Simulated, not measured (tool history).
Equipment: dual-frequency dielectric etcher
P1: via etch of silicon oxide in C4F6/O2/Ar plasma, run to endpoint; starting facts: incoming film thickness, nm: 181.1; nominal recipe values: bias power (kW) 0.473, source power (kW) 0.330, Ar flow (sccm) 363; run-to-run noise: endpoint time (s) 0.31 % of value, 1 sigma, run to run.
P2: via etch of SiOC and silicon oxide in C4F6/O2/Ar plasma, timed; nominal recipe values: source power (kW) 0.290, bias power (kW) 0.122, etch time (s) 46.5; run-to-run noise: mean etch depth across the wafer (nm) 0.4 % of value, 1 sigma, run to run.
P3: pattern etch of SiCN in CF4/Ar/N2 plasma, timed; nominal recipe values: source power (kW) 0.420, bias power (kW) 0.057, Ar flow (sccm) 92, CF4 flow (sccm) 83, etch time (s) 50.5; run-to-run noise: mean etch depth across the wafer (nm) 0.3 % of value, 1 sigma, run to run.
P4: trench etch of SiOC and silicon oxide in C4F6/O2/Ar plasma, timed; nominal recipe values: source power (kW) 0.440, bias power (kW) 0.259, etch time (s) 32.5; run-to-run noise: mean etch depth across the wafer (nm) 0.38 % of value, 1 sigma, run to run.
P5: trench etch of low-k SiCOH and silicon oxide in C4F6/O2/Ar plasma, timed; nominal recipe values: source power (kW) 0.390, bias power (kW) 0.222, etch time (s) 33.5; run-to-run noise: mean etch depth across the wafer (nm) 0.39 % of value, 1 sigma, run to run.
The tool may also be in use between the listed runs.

run,hour,process that ran,bias power (kW),source power (kW),Ar flow (sccm),etch time (s),CF4 flow (sccm),hours since the last wet clean,hours since the last bias power generator calibration,hours since the last source power generator calibration,hours since the last Ar flow controller change,endpoint time (s),mean etch depth across the wafer (nm)
1,10.7,P1,0.473,0.330,363,,,328.7,436.5,1564.9,3746.2,45.470,
2,18.3,P1,0.473,0.330,241,,,336.3,444.1,1572.5,3753.8,43.558,
3,27.2,P2,0.122,0.290,,46.5,,345.2,453.0,1581.4,3762.7,,42.210
4,32.6,P3,0.057,0.420,92,50.5,83,350.6,458.4,1586.8,3768.1,,40.049
5,41.7,P2,0.122,0.240,,46.5,,359.7,467.5,1595.9,3777.2,,39.197
6,52.4,P4,0.366,0.440,,32.5,,370.4,478.2,1606.6,3787.9,,82.586
7,57.6,P1,0.473,0.240,363,,,375.6,483.4,1611.8,3793.1,50.854,
8,65.2,P3,0.057,0.300,92,50.5,83,383.2,491.0,1619.4,3800.7,,29.650
9,70.6,P5,0.222,0.390,,33.5,,388.6,496.4,1624.8,3806.1,,108.310
10,77.2,P3,0.057,0.420,119,50.5,83,395.2,503.0,1631.4,3812.7,,38.275
11,82.9,P1,0.473,0.330,363,,,400.9,508.7,1637.1,3818.4,45.570,
12,93.0,P3,0.057,0.420,92,29.5,83,411.0,518.8,1647.2,3828.5,,23.220
13,101.1,P3,0.057,0.420,92,50.5,108,419.1,526.9,1655.3,3836.6,,41.467
14,107.0,P4,0.259,0.590,,32.5,,425.0,532.8,1661.2,3842.5,,82.339
15,113.4,P5,0.269,0.390,,33.5,,431.4,539.2,1667.6,3848.9,,115.690
16,122.5,P4,0.259,0.440,,18.0,,440.5,548.3,1676.7,3858.0,,40.565
17,130.4,P2,0.154,0.290,,46.5,,448.4,556.2,1684.6,3865.9,,45.591
18,139.0,P5,0.222,0.490,,33.5,,457.0,564.8,1693.2,3874.5,,118.820
19,149.2,P1,0.619,0.330,363,,,467.2,575.0,1703.4,3884.7,41.007,
20,157.0,P3,0.057,0.420,92,50.5,83,475.0,582.8,1711.2,3892.5,,39.689
# hour 160.3: Ar flow controller replaced
21,165.5,P3,0.034,0.420,92,50.5,83,483.5,591.3,1719.7,5.2,,34.259
22,176.1,P4,0.259,0.440,,32.5,,494.1,601.9,1730.3,15.8,,73.791
23,186.4,P1,0.643,0.250,363,,,504.4,612.2,1740.6,26.1,44.703,
24,196.4,P5,0.222,0.390,,48.0,,514.4,622.2,1750.6,36.1,,155.160
25,203.7,P2,0.122,0.290,,46.5,,521.7,629.5,1757.9,43.4,,42.214
26,211.2,P5,0.222,0.390,,33.5,,529.2,637.0,1765.4,50.9,,107.690
27,220.6,P1,0.351,0.330,363,,,538.6,646.4,1774.8,60.3,50.379,
28,229.4,P1,0.473,0.330,363,,,547.4,655.2,1783.6,69.1,45.405,
29,235.4,P1,0.473,0.330,437,,,553.4,661.2,1789.6,75.1,46.472,
30,242.1,P2,0.122,0.290,,25.5,,560.1,667.9,1796.3,81.8,,23.184
31,246.7,P1,0.473,0.330,363,,,564.7,672.5,1800.9,86.4,45.257,
32,256.8,P1,0.473,0.330,363,,,574.8,682.6,1811.0,96.5,45.792,
33,264.5,P1,0.473,0.430,363,,,582.5,690.3,1818.7,104.2,41.300,
34,270.0,P1,0.473,0.330,363,,,588.0,695.8,1824.2,109.7,45.404,
35,277.5,P1,0.473,0.330,363,,,595.5,703.3,1831.7,117.2,45.270,
36,284.3,P1,0.473,0.330,363,,,602.3,710.1,1838.5,124.0,45.166,
37,290.6,P1,0.473,0.330,363,,,608.6,716.4,1844.8,130.3,45.062,
38,300.2,P1,0.473,0.330,363,,,618.2,726.0,1854.4,139.9,44.703,
39,310.5,P1,0.473,0.330,363,,,628.5,736.3,1864.7,150.2,44.741,
# hour 312.0: wet clean of the chamber
40,315.4,P1,0.473,0.330,363,,,3.4,741.2,1869.6,155.1,44.939,
# hour 316.1: Ar flow controller replaced
41,325.8,P1,0.473,0.330,363,,,13.8,751.6,1880.0,9.8,44.724,
42,334.4,P1,0.473,0.330,363,,,22.4,760.2,1888.6,18.4,45.077,
43,343.6,P1,0.473,0.330,363,,,31.6,769.4,1897.8,27.6,44.551,

The log shows P1 creeping away from where it was. Any of the 2 causes listed here, at the size stated for it, fits the log just as well as the others:
A: bias power that arrives over what is set, % = 4.18
B: source power that arrives over what is set, % = 4.26
The gradual shift began around hour 270.0.
What rules out each remaining cause:
chamber walls in a state that raises the etch rate, %: serviced at hour 312.0, which brought nothing back
Ar flow that arrives under what is set, %: serviced at hour 316.1, which brought nothing back

The check runs listed below each take one wafer, and their results are still question marks. Under which run would the listed causes lead to clearly different results?
check 1,352.8,P5,0.222,0.390,,33.5,,,,,,,?
check 2,352.8,P2,0.122,0.290,,46.5,,,,,,,?
check 3,352.8,P4,0.259,0.440,,32.5,,,,,,,?
check 4,352.8,P3,0.057,0.420,92,50.5,83,,,,,,?

How each check would come out, cause by cause:
check,result,if A,if B
check 1,mean etch depth across the wafer (nm),109.580,109.850
check 2,mean etch depth across the wafer (nm),42.767,42.938
check 3,mean etch depth across the wafer (nm),74.151,74.302
check 4,mean etch depth across the wafer (nm),40.324,41.301
Minimum pairwise separation of causes per check, each pair taken at its best-separating result: check 1 0.25 %; check 2 0.4 %; check 3 0.2 %; check 4 2.39 %
The other checks would show nearly matching results whichever cause is true, so check 4 is the only one that separates the causes.

Then check 4 was run and gave: mean etch depth across the wafer (nm) 40.227. Which cause is it?

The correct cause is A, namely: bias power that arrives over what is set, %.

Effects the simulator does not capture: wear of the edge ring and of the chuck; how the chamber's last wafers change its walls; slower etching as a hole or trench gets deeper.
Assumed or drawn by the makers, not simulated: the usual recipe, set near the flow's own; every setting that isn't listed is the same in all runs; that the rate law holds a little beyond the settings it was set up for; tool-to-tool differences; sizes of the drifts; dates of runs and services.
